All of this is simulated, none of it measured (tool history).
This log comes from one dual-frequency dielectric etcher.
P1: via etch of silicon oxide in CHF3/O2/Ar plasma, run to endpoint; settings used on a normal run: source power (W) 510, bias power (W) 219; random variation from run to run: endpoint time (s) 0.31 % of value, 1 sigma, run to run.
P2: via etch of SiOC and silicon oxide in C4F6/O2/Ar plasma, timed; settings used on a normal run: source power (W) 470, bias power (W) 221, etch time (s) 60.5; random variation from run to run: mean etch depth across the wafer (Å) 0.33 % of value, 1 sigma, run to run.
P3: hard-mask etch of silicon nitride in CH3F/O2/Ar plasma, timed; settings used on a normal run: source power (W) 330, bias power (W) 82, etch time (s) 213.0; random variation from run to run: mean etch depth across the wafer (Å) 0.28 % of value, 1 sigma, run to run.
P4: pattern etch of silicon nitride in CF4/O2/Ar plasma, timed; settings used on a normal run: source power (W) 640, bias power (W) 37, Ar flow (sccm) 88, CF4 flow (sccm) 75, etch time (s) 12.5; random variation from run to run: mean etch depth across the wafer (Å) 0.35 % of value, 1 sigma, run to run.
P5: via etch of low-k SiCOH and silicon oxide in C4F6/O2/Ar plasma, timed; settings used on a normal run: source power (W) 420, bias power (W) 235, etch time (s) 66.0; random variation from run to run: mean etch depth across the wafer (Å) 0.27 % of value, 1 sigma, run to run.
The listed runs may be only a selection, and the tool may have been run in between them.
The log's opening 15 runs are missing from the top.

run,hour,process that ran,source power (W),bias power (W),etch time (s),Ar flow (sccm),CF4 flow (sccm),hours since the last wet clean,hours since the last source power generator calibration,hours since the last bias power generator calibration,endpoint time (s),mean etch depth across the wafer (Å)
16,190.5,P1,400,219,,,,33.7,2068.8,1530.8,340.89,
17,205.5,P2,470,221,33.5,,,48.7,2083.8,1545.8,,429.73
18,213.4,P4,640,37,12.5,116,75,56.6,2091.7,1553.7,,248.01
19,229.1,P1,610,219,,,,72.3,2107.4,1569.4,289.00,
20,237.5,P3,330,105,213.0,,,80.7,2115.8,1577.8,,1610.10
21,250.5,P5,420,144,66.0,,,93.7,2128.8,1590.8,,1753.90
22,262.8,P2,270,221,60.5,,,106.0,2141.1,1603.1,,633.46
23,277.7,P5,420,235,66.0,,,120.9,2156.0,1618.0,,2046.50
24,294.3,P3,440,82,213.0,,,137.5,2172.6,1634.6,,1637.40
25,305.8,P3,330,82,213.0,,,149.0,2184.1,1646.1,,1474.60
26,317.8,P5,420,235,99.5,,,161.0,2196.1,1658.1,,3090.40
27,332.2,P1,510,219,,,,175.4,2210.5,1672.5,311.05,
28,348.6,P1,510,219,,,,191.8,2226.9,1688.9,309.83,
29,364.0,P1,510,165,,,,207.2,2242.3,1704.3,341.30,
30,380.0,P5,420,235,66.0,,,223.2,2258.3,1720.3,,2048.70
31,393.0,P2,470,221,60.5,,,236.2,2271.3,1733.3,,787.81
32,404.7,P1,510,219,,,,247.9,2283.0,1745.0,311.33,
33,413.0,P1,510,219,,,,256.2,2291.3,1753.3,307.32,
34,429.2,P1,510,219,,,,272.4,2307.5,1769.5,305.69,
35,440.4,P1,510,219,,,,283.6,2318.7,1780.7,306.24,

Run 36 comes next. What will it give?
36,455.5,P1,510,219,,,,298.7,2333.8,1795.8,?,

{"run 36": {"endpoint time (s)": 305.73}}
